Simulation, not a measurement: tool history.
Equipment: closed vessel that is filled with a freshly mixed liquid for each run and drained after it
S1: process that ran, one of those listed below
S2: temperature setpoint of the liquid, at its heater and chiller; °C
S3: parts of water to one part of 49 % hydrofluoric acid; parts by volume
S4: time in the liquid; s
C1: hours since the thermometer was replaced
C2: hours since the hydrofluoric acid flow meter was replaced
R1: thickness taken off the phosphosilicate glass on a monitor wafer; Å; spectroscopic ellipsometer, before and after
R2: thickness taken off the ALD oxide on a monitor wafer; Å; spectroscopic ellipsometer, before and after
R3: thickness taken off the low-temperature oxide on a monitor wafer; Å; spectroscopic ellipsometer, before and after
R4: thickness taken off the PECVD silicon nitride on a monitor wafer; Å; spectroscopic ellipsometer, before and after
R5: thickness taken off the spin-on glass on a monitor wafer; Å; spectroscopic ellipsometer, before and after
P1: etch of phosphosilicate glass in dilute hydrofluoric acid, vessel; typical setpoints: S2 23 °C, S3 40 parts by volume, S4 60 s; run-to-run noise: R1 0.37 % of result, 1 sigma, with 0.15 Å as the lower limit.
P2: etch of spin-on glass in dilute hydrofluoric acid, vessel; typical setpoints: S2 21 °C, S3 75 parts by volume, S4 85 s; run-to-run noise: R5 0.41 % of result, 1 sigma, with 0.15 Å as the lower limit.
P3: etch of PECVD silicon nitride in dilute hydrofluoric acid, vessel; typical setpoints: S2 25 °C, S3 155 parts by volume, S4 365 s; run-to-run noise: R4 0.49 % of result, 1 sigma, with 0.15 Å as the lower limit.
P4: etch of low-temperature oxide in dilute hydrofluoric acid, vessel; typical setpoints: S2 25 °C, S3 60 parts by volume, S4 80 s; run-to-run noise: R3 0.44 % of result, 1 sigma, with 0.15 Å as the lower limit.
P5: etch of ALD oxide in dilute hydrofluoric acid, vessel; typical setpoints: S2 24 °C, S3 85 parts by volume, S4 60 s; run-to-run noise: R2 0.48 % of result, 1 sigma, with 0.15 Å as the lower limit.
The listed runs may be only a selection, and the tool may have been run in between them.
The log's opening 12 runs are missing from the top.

| run | hour | S1 | S2 | S3 | S4 | C1 | C2 | R1 | R2 | R3 | R4 | R5 |
|---|---|---|---|---|---|---|---|---|---|---|---|---|
| 13 | 57.9 | P1 | 23 | 40 | 60 | 591.5 | 656.9 | 1301.5 |  |  |  |  |
| 14 | 63.6 | P5 | 24 | 40 | 60 | 597.2 | 662.6 |  | 381.77 |  |  |  |
| 15 | 69.2 | P1 | 23 | 65 | 60 | 602.8 | 668.2 | 777.3 |  |  |  |  |
| 16 | 73.7 | P4 | 25 | 60 | 80 | 607.3 | 672.7 |  |  | 218.24 |  |  |
| 17 | 76.4 | P1 | 30 | 20 | 60 | 610 | 675.4 | 3592.7 |  |  |  |  |
| 18 | 80.8 | P2 | 25.5 | 75 | 85 | 614.4 | 679.8 |  |  |  |  | 464.23 |
| 19 | 86.2 | P3 | 21 | 155 | 365 | 619.8 | 685.2 |  |  |  | 40.676 |  |
| 20 | 90.8 | P1 | 27.5 | 40 | 60 | 624.4 | 689.8 | 1572.2 |  |  |  |  |
| 21 | 95.3 | P2 | 21 | 75 | 85 | 628.9 | 694.3 |  |  |  |  | 386.17 |
| 22 | 99.2 | P3 | 25 | 155 | 365 | 632.8 | 698.2 |  |  |  | 51.422 |  |
| 23 | 104.2 | P1 | 23 | 20 | 60 | 637.8 | 703.2 | 2686.8 |  |  |  |  |
| 24 | 109.6 | P2 | 21 | 75 | 35 | 643.2 | 708.6 |  |  |  |  | 158.77 |
| 25 | 112.4 | P3 | 25 | 155 | 75 | 646 | 711.4 |  |  |  | 10.752 |  |
| 26 | 116.5 | P1 | 23 | 40 | 60 | 650.1 | 715.5 | 1320.3 |  |  |  |  |
| 27 | 122.2 | P1 | 19 | 55 | 60 | 655.8 | 721.2 | 789.45 |  |  |  |  |
| 28 | 127.7 | P2 | 21 | 20 | 85 | 661.3 | 726.7 |  |  |  |  | 1550.7 |
| 29 | 130.6 | P4 | 17.5 | 60 | 80 | 664.2 | 729.6 |  |  | 158.33 |  |  |
| 30 | 134.8 | P2 | 21 | 75 | 85 | 668.4 | 733.8 |  |  |  |  | 384.92 |
| 31 | 137.3 | P5 | 24 | 85 | 115 | 670.9 | 736.3 |  | 323.1 |  |  |  |
| 32 | 142.2 | P1 | 23 | 40 | 60 | 675.8 | 741.2 | 1310.9 |  |  |  |  |

Forecast run 33:
| 33 | 144.9 | P5 | 24 | 85 | 60 | 678.5 | 743.9 |  | ? |  |  |  |

Run 33 yielded R2 168.67 Å.
